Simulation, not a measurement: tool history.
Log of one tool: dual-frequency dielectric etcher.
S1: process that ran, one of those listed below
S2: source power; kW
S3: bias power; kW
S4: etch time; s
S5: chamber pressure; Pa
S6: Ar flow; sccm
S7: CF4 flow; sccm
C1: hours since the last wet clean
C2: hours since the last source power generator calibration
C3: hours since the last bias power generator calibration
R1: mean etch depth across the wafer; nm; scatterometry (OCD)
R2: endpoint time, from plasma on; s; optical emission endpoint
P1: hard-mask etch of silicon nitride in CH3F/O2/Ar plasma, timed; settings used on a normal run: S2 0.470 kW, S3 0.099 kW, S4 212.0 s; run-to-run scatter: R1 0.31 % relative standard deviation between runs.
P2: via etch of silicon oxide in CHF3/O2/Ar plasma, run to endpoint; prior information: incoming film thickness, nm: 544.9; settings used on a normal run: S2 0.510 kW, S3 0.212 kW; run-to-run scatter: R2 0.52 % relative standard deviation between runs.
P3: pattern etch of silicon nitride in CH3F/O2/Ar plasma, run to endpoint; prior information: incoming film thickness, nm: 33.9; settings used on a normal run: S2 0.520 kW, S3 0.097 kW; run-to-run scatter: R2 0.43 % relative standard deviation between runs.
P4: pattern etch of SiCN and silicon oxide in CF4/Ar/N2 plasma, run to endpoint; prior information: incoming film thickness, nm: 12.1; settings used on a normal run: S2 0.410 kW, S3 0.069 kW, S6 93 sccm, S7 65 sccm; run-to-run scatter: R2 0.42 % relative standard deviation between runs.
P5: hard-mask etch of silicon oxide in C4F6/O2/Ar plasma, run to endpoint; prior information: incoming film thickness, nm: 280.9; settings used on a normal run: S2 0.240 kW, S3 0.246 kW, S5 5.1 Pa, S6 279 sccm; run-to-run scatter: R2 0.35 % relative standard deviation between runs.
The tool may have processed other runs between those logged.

run 1 hour=5.9 | S1=P1 S2=0.470 S3=0.099 S4=212.0 | C1=179.4 C2=1312.4 C3=1064.3 | R1=176.230
run 2 hour=12.4 | S1=P2 S2=0.510 S3=0.212 | C1=185.9 C2=1318.9 C3=1070.8 | R2=272.990
run 3 hour=15.9 | S1=P1 S2=0.470 S3=0.099 S4=116.5 | C1=189.4 C2=1322.4 C3=1074.3 | R1=96.406
run 4 hour=21.5 | S1=P5 S2=0.240 S3=0.246 S5=5.1 S6=346 | C1=195.0 C2=1328.0 C3=1079.9 | R2=103.170
-- hour=24.6 bias power generator calibrated
run 5 hour=27.0 | S1=P1 S2=0.470 S3=0.099 S4=212.0 | C1=200.5 C2=1333.5 C3=2.5 | R1=175.830
run 6 hour=32.6 | S1=P1 S2=0.280 S3=0.099 S4=212.0 | C1=206.1 C2=1339.1 C3=8.1 | R1=144.240
run 7 hour=39.9 | S1=P4 S2=0.410 S3=0.069 S6=93 S7=46 | C1=213.4 C2=1346.4 C3=15.4 | R2=16.726
run 8 hour=45.7 | S1=P4 S2=0.410 S3=0.069 S6=93 S7=65 | C1=219.2 C2=1352.2 C3=21.2 | R2=15.865
run 9 hour=51.3 | S1=P1 S2=0.470 S3=0.099 S4=299.5 | C1=224.8 C2=1357.8 C3=26.8 | R1=246.920
-- hour=53.8 wet clean of the chamber
run 10 hour=58.1 | S1=P2 S2=0.510 S3=0.273 | C1=4.4 C2=1364.6 C3=33.6 | R2=248.250
run 11 hour=65.3 | S1=P3 S2=0.520 S3=0.097 | C1=11.6 C2=1371.8 C3=40.8 | R2=38.933
run 12 hour=72.3 | S1=P4 S2=0.410 S3=0.095 S6=93 S7=65 | C1=18.6 C2=1378.8 C3=47.8 | R2=14.156
run 13 hour=77.5 | S1=P1 S2=0.310 S3=0.134 S4=212.0 | C1=23.8 C2=1384.0 C3=53.0 | R1=168.530
run 14 hour=83.3 | S1=P1 S2=0.650 S3=0.099 S4=212.0 | C1=29.6 C2=1389.8 C3=58.8 | R1=197.320
run 15 hour=89.5 | S1=P3 S2=0.520 S3=0.127 | C1=35.8 C2=1396.0 C3=65.0 | R2=35.581
run 16 hour=96.4 | S1=P3 S2=0.660 S3=0.097 | C1=42.7 C2=1402.9 C3=71.9 | R2=35.801
run 17 hour=100.5 | S1=P1 S2=0.470 S3=0.058 S4=212.0 | C1=46.8 C2=1407.0 C3=76.0 | R1=145.470
run 18 hour=107.1 | S1=P5 S2=0.160 S3=0.246 S5=5.1 S6=279 | C1=53.4 C2=1413.6 C3=82.6 | R2=117.560
run 19 hour=111.2 | S1=P4 S2=0.410 S3=0.069 S6=64 S7=65 | C1=57.5 C2=1417.7 C3=86.7 | R2=14.975
run 20 hour=115.7 | S1=P3 S2=0.520 S3=0.097 | C1=62.0 C2=1422.2 C3=91.2 | R2=39.012
run 21 hour=122.0 | S1=P4 S2=0.560 S3=0.069 S6=93 S7=65 | C1=68.3 C2=1428.5 C3=97.5 | R2=12.046
run 22 hour=126.1 | S1=P2 S2=0.390 S3=0.212 | C1=72.4 C2=1432.6 C3=101.6 | R2=302.350
run 23 hour=129.7 | S1=P1 S2=0.470 S3=0.099 S4=212.0 | C1=76.0 C2=1436.2 C3=105.2 | R1=174.290
run 24 hour=137.1 | S1=P2 S2=0.510 S3=0.212 | C1=83.4 C2=1443.6 C3=112.6 | R2=270.780

Run 25 has not been measured yet. What should we expect?
run 25 hour=141.7 | S1=P1 S2=0.360 S3=0.132 S4=212.0 | C1=88.0 C2=1448.2 C3=117.2 | R1=?

{"run 25": {"R1": 177.53}}
